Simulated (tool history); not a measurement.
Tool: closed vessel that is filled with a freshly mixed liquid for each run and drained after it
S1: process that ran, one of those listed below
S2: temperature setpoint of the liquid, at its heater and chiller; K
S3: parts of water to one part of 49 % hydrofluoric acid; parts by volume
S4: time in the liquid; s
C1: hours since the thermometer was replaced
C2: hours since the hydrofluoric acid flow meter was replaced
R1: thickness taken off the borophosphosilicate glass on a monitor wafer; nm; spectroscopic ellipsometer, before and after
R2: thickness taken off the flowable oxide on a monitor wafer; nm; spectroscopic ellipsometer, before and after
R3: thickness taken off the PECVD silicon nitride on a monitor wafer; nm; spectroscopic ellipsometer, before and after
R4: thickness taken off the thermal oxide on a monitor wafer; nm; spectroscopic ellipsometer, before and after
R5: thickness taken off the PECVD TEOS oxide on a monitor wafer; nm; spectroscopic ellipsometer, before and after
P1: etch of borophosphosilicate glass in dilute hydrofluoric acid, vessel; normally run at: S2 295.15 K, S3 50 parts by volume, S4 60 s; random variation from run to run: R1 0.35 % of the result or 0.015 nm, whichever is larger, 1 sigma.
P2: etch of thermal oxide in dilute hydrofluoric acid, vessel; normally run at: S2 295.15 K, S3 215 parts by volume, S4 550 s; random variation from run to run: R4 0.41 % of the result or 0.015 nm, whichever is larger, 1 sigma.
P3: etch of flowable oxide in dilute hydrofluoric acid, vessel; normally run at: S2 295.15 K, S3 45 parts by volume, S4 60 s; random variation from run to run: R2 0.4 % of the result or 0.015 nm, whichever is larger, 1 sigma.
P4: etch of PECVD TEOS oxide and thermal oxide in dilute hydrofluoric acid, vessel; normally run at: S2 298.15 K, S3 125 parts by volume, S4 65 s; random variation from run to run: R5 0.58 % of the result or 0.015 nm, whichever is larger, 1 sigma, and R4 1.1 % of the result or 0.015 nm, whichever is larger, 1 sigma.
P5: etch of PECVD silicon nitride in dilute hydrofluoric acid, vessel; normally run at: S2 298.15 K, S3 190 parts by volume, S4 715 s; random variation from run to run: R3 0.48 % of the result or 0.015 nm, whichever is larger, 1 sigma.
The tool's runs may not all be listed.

{"run": 1, "hour": 10.6, "S1": "P1", "S2": 295.15, "S3": 50, "S4": 60, "C1": 1880.0, "C2": 990.1, "R1": 32.642}
{"run": 2, "hour": 21.5, "S1": "P1", "S2": 295.15, "S3": 25, "S4": 60, "C1": 1890.9, "C2": 1001.0, "R1": 67.489}
{"run": 3, "hour": 27.3, "S1": "P1", "S2": 295.15, "S3": 50, "S4": 110, "C1": 1896.7, "C2": 1006.8, "R1": 59.477}
{"run": 4, "hour": 34.2, "S1": "P3", "S2": 295.15, "S3": 45, "S4": 60, "C1": 1903.6, "C2": 1013.7, "R2": 43.983}
{"run": 5, "hour": 44.7, "S1": "P3", "S2": 290.15, "S3": 45, "S4": 60, "C1": 1914.1, "C2": 1024.2, "R2": 35.448}
{"run": 6, "hour": 51.4, "S1": "P1", "S2": 295.15, "S3": 50, "S4": 60, "C1": 1920.8, "C2": 1030.9, "R1": 32.431}
{"run": 7, "hour": 62.2, "S1": "P5", "S2": 290.65, "S3": 190, "S4": 715, "C1": 1931.6, "C2": 1041.7, "R3": 4.2858}
{"run": 8, "hour": 75.5, "S1": "P3", "S2": 295.15, "S3": 45, "S4": 60, "C1": 1944.9, "C2": 1055.0, "R2": 44.02}
{"run": 9, "hour": 88.7, "S1": "P2", "S2": 290.15, "S3": 215, "S4": 550, "C1": 1958.1, "C2": 1068.2, "R4": 8.637}
{"run": 10, "hour": 95.0, "S1": "P1", "S2": 299.15, "S3": 20, "S4": 60, "C1": 1964.4, "C2": 1074.5, "R1": 99.854}
{"run": 11, "hour": 103.0, "S1": "P2", "S2": 295.15, "S3": 215, "S4": 550, "C1": 1972.4, "C2": 1082.5, "R4": 10.416}
{"run": 12, "hour": 111.3, "S1": "P3", "S2": 295.15, "S3": 70, "S4": 60, "C1": 1980.7, "C2": 1090.8, "R2": 27.329}
{"run": 13, "hour": 123.3, "S1": "P1", "S2": 290.15, "S3": 50, "S4": 90, "C1": 1992.7, "C2": 1102.8, "R1": 39.388}
{"run": 14, "hour": 135.2, "S1": "P4", "S2": 298.15, "S3": 125, "S4": 65, "C1": 2004.6, "C2": 1114.7, "R4": 2.4701, "R5": 6.4274}
{"run": 15, "hour": 145.0, "S1": "P1", "S2": 295.15, "S3": 50, "S4": 60, "C1": 2014.4, "C2": 1124.5, "R1": 32.435}
{"run": 16, "hour": 151.5, "S1": "P4", "S2": 291.15, "S3": 125, "S4": 65, "C1": 2020.9, "C2": 1131.0, "R4": 1.8259, "R5": 4.8689}
{"run": 17, "hour": 158.1, "S1": "P5", "S2": 298.15, "S3": 190, "S4": 715, "C1": 2027.5, "C2": 1137.6, "R3": 7.0098}
{"run": 18, "hour": 169.2, "S1": "P5", "S2": 298.15, "S3": 190, "S4": 1125, "C1": 2038.6, "C2": 1148.7, "R3": 10.902}
{"run": 19, "hour": 180.2, "S1": "P1", "S2": 295.15, "S3": 50, "S4": 60, "C1": 2049.6, "C2": 1159.7, "R1": 32.378}
{"run": 20, "hour": 188.7, "S1": "P1", "S2": 295.15, "S3": 70, "S4": 60, "C1": 2058.1, "C2": 1168.2, "R1": 22.604}
{"run": 21, "hour": 201.5, "S1": "P1", "S2": 295.15, "S3": 50, "S4": 30, "C1": 2070.9, "C2": 1181.0, "R1": 16.237}
{"run": 22, "hour": 214.5, "S1": "P2", "S2": 295.15, "S3": 215, "S4": 550, "C1": 2083.9, "C2": 1194.0, "R4": 10.498}
{"hour": 216.9, "done": "hydrofluoric acid flow meter replaced"}
{"run": 23, "hour": 227.7, "S1": "P1", "S2": 303.15, "S3": 50, "S4": 60, "C1": 2097.1, "C2": 10.8, "R1": 44.727}
{"run": 24, "hour": 236.5, "S1": "P1", "S2": 295.15, "S3": 50, "S4": 60, "C1": 2105.9, "C2": 19.6, "R1": 32.453}
{"run": 25, "hour": 244.1, "S1": "P1", "S2": 295.15, "S3": 50, "S4": 60, "C1": 2113.5, "C2": 27.2, "R1": 32.649}
{"run": 26, "hour": 254.4, "S1": "P3", "S2": 295.15, "S3": 45, "S4": 30, "C1": 2123.8, "C2": 37.5, "R2": 22.101}
{"run": 27, "hour": 260.8, "S1": "P4", "S2": 298.15, "S3": 125, "S4": 30, "C1": 2130.2, "C2": 43.9, "R4": 1.1297, "R5": 2.939}
{"run": 28, "hour": 273.9, "S1": "P5", "S2": 298.15, "S3": 280, "S4": 715, "C1": 2143.3, "C2": 57.0, "R3": 4.7484}
{"run": 29, "hour": 279.8, "S1": "P2", "S2": 295.15, "S3": 125, "S4": 550, "C1": 2149.2, "C2": 62.9, "R4": 19.788}
{"run": 30, "hour": 289.7, "S1": "P1", "S2": 290.65, "S3": 50, "S4": 60, "C1": 2159.1, "C2": 72.8, "R1": 26.851}
{"run": 31, "hour": 302.2, "S1": "P4", "S2": 298.15, "S3": 45, "S4": 65, "C1": 2171.6, "C2": 85.3, "R4": 7.4247, "R5": 19.928}
{"run": 32, "hour": 309.7, "S1": "P1", "S2": 290.15, "S3": 50, "S4": 90, "C1": 2179.1, "C2": 92.8, "R1": 39.404}
{"run": 33, "hour": 317.7, "S1": "P2", "S2": 295.15, "S3": 215, "S4": 175, "C1": 2187.1, "C2": 100.8, "R4": 3.3648}
{"run": 34, "hour": 325.3, "S1": "P1", "S2": 295.15, "S3": 50, "S4": 60, "C1": 2194.7, "C2": 108.4, "R1": 32.627}
{"run": 35, "hour": 337.4, "S1": "P1", "S2": 295.15, "S3": 50, "S4": 60, "C1": 2206.8, "C2": 120.5, "R1": 31.953}
{"run": 36, "hour": 346.7, "S1": "P1", "S2": 295.15, "S3": 50, "S4": 60, "C1": 2216.1, "C2": 129.8, "R1": 31.384}
{"run": 37, "hour": 353.8, "S1": "P1", "S2": 295.15, "S3": 50, "S4": 60, "C1": 2223.2, "C2": 136.9, "R1": 31.134}
{"run": 38, "hour": 366.5, "S1": "P1", "S2": 295.15, "S3": 50, "S4": 60, "C1": 2235.9, "C2": 149.6, "R1": 31.146}
{"run": 39, "hour": 372.4, "S1": "P1", "S2": 295.15, "S3": 50, "S4": 60, "C1": 2241.8, "C2": 155.5, "R1": 30.788}
{"run": 40, "hour": 382.8, "S1": "P1", "S2": 295.15, "S3": 50, "S4": 60, "C1": 2252.2, "C2": 165.9, "R1": 30.903}
{"run": 41, "hour": 394.2, "S1": "P1", "S2": 295.15, "S3": 50, "S4": 60, "C1": 2263.6, "C2": 177.3, "R1": 30.877}
{"run": 42, "hour": 401.8, "S1": "P1", "S2": 295.15, "S3": 50, "S4": 60, "C1": 2271.2, "C2": 184.9, "R1": 30.565}

Forecast run 43:
{"run": 43, "hour": 409.1, "S1": "P1", "S2": 295.15, "S3": 50, "S4": 60, "C1": 2278.5, "C2": 192.2, "R1": "?"}

{"run 43": {"R1": 30.632}}

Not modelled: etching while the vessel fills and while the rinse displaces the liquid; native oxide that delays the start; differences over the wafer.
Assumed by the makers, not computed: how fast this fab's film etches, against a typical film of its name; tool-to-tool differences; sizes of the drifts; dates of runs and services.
